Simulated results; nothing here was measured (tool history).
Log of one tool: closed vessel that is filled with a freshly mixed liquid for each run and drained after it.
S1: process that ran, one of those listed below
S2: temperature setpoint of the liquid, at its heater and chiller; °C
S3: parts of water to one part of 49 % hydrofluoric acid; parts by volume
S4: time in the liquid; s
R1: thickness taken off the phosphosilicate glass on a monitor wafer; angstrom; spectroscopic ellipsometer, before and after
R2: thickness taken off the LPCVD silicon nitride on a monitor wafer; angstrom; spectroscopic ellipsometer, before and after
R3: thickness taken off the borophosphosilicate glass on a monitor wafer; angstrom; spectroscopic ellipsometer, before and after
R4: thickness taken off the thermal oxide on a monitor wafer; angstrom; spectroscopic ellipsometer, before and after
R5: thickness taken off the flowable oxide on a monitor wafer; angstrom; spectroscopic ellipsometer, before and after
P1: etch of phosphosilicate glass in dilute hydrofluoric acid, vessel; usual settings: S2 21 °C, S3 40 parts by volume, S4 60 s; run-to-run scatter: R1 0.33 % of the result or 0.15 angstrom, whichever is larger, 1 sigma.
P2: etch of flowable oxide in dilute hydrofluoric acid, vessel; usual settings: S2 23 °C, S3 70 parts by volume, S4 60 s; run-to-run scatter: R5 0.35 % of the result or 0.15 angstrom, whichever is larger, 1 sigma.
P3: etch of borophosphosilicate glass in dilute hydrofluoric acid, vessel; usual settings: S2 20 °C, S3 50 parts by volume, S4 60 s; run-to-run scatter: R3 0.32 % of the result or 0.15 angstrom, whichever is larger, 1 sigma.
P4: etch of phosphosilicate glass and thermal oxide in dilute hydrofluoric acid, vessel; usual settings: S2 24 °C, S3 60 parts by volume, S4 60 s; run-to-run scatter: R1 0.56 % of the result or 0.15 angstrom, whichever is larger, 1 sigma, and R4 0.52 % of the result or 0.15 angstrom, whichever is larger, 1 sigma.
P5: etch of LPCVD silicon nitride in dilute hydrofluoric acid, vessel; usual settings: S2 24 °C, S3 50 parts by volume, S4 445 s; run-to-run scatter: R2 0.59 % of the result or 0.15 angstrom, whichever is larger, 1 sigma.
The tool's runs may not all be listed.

run,hour,S1,S2,S3,S4,R1,R2,R3,R4,R5
1,6.7,P1,21,40,60,1454.4,,,,
2,11.5,P1,21,20,60,2979.5,,,,
3,18.5,P1,21,55,60,1038.4,,,,
4,24.8,P1,17,40,90,1843.4,,,,
5,31.2,P5,24,50,445,,45.583,,,
6,37.3,P3,20,50,30,,,222.7,,
7,42.6,P1,27.5,40,60,1900.8,,,,
8,47.4,P1,21,40,60,1448.2,,,,
9,52.1,P5,24,50,35,,3.6919,,,
10,58.7,P1,21,40,60,1457.3,,,,
11,64.4,P4,24,60,90,3161.4,,,74.604,
12,68.7,P2,23,30,60,,,,,608.89
13,73.2,P5,17,50,445,,28.073,,,
14,81.4,P1,21,40,30,728.93,,,,
15,88.1,P3,20,50,60,,,446.14,,
16,94.4,P4,24,30,60,4449.9,,,104.8,
# hour 94.7: hydrofluoric acid flow meter replaced
17,100.1,P5,24,20,445,,111.99,,,
18,109,P1,21,40,115,2776,,,,
19,113.2,P1,21,40,60,1456.8,,,,
20,120.9,P2,23,70,30,,,,,122.92
21,128.2,P5,24,50,445,,46.024,,,
22,136.9,P4,17,60,60,1576,,,37.742,
23,144,P2,23,70,60,,,,,247.19
24,152.3,P4,24,60,60,2120.1,,,50.232,
25,161.2,P3,20,20,60,,,1149.6,,
26,169,P1,17,40,60,1224.8,,,,
27,173.2,P2,23,70,60,,,,,246.85
28,180.6,P3,17,50,60,,,391.32,,
29,185.2,P1,26.5,20,60,3786.6,,,,
30,190,P2,17.5,70,60,,,,,195.4
31,198.7,P1,21,40,60,1456.9,,,,
32,206.6,P1,21,40,60,1401.6,,,,
33,215.2,P1,21,40,60,1368,,,,
34,222,P1,21,40,60,1357.9,,,,
35,229.3,P1,21,40,60,1331.8,,,,
36,234.6,P1,21,40,60,1324,,,,
37,242,P1,21,40,60,1318,,,,
38,251,P1,21,40,60,1323.1,,,,
39,260.2,P1,21,40,60,1311.9,,,,
40,264.6,P1,21,40,60,1308.1,,,,
41,271.9,P1,21,40,60,1312.6,,,,

What P1 gives has crept away from where it was. These 2 causes fit the log equally well, each at the size given:
A: liquid colder than its thermometer reads (K) = 2.39
B: hydrofluoric acid flow below the setpoint (%) = 9.25
The creep began at about hour 198.7.

4 check runs are offered, each on 2 wafers whose results are averaged, their results left as question marks. Which one tells the causes apart?
check 1,279.2,P4,24,40,60,?,,,?,
check 2,279.2,P3,17,50,60,,,?,,
check 3,279.2,P2,23,45,60,,,,,?
check 4,279.2,P5,24,50,140,,?,,,

What each check would give under each cause:
check,result,if A,if B
check 1,R1,2949.1,2941.7
check 1,R4,69.785,69.61
check 2,R3,351.49,352.23
check 3,R5,357.65,356.71
check 4,R2,12.227,13.08
How far apart the two closest causes lie, in the result that separates them most: check 1 0.25 %; check 2 0.21 %; check 3 0.26 %; check 4 6.75 %
Check 4 tells the causes apart: in the others they would give nearly the same result.

Then check 4 was run and gave: R2 12.958 angstrom. Which cause is it?

It is B: hydrofluoric acid flow below the setpoint (%).

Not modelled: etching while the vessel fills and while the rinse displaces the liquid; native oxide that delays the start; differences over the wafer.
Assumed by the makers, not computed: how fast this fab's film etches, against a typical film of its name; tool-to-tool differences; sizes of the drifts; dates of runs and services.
